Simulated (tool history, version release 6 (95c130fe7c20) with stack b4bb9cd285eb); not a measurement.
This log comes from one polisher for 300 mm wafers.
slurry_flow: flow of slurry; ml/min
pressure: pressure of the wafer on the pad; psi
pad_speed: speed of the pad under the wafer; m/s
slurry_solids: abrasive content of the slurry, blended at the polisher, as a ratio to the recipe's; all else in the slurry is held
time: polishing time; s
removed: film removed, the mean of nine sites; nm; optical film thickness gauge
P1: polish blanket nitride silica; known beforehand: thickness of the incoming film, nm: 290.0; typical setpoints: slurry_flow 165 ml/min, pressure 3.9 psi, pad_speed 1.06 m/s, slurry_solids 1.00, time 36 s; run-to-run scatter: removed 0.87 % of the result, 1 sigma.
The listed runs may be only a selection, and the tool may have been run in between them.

Run 1, day 0.250: slurry_flow 165 ml/min, pressure 3.9 psi, pad_speed 1.06 m/s, slurry_solids 1.00, time 36 s. Result: removed 30.924 nm.
Run 2, day 0.458: slurry_flow 165 ml/min, pressure 3.9 psi, pad_speed 1.06 m/s, slurry_solids 1.00, time 36 s. Result: removed 31.697 nm.
Run 3, day 0.658: slurry_flow 165 ml/min, pressure 3.9 psi, pad_speed 0.48 m/s, slurry_solids 1.00, time 36 s. Result: removed 16.633 nm.
Run 4, day 0.833: slurry_flow 165 ml/min, pressure 2.0 psi, pad_speed 1.06 m/s, slurry_solids 1.00, time 24 s. Result: removed 10.756 nm.
Run 5, day 1.017: slurry_flow 100 ml/min, pressure 3.9 psi, pad_speed 1.06 m/s, slurry_solids 1.00, time 36 s. Result: removed 28.304 nm.
Run 6, day 1.175: slurry_flow 165 ml/min, pressure 3.9 psi, pad_speed 1.06 m/s, slurry_solids 1.00, time 23 s. Result: removed 20.152 nm.
Run 7, day 1.325: slurry_flow 165 ml/min, pressure 3.9 psi, pad_speed 1.06 m/s, slurry_solids 1.00, time 36 s. Result: removed 31.492 nm.
Run 8, day 1.533: slurry_flow 215 ml/min, pressure 3.9 psi, pad_speed 0.54 m/s, slurry_solids 1.00, time 36 s. Result: removed 18.965 nm.
Run 9, day 1.658: slurry_flow 165 ml/min, pressure 3.9 psi, pad_speed 1.06 m/s, slurry_solids 1.00, time 36 s. Result: removed 31.589 nm.
Run 10, day 1.817: slurry_flow 165 ml/min, pressure 3.9 psi, pad_speed 1.64 m/s, slurry_solids 1.00, time 17 s. Result: removed 21.164 nm.
Run 11, day 1.942: slurry_flow 165 ml/min, pressure 3.9 psi, pad_speed 1.06 m/s, slurry_solids 1.00, time 36 s. Result: removed 31.432 nm.
Run 12, day 2.067: slurry_flow 165 ml/min, pressure 1.8 psi, pad_speed 1.06 m/s, slurry_solids 1.00, time 36 s. Result: removed 14.568 nm.
Run 13, day 2.225: slurry_flow 165 ml/min, pressure 3.9 psi, pad_speed 1.06 m/s, slurry_solids 1.35, time 36 s. Result: removed 35.709 nm.
Run 14, day 2.362: slurry_flow 165 ml/min, pressure 5.1 psi, pad_speed 1.06 m/s, slurry_solids 1.00, time 36 s. Result: removed 41.173 nm.
Run 15, day 2.500: slurry_flow 165 ml/min, pressure 3.9 psi, pad_speed 1.06 m/s, slurry_solids 1.00, time 55 s. Result: removed 47.489 nm.
Run 16, day 2.717: slurry_flow 165 ml/min, pressure 3.9 psi, pad_speed 1.50 m/s, slurry_solids 1.00, time 36 s. Result: removed 41.110 nm.
Run 17, day 2.888: slurry_flow 165 ml/min, pressure 3.9 psi, pad_speed 1.06 m/s, slurry_solids 1.00, time 36 s. Result: removed 31.489 nm.
Run 18, day 3.067: slurry_flow 255 ml/min, pressure 3.9 psi, pad_speed 1.06 m/s, slurry_solids 1.00, time 36 s. Result: removed 32.858 nm.
Run 19, day 3.183: slurry_flow 165 ml/min, pressure 3.9 psi, pad_speed 1.06 m/s, slurry_solids 0.50, time 36 s. Result: removed 21.265 nm.
Run 20, day 3.375: slurry_flow 165 ml/min, pressure 3.9 psi, pad_speed 1.06 m/s, slurry_solids 1.00, time 36 s. Result: removed 31.307 nm.

For run 21, what comes out?
Run 21, day 3.612: slurry_flow 165 ml/min, pressure 3.9 psi, pad_speed 1.06 m/s, slurry_solids 1.00, time 36 s. Result: removed ?.

Run 21 yielded removed 31.009 nm.
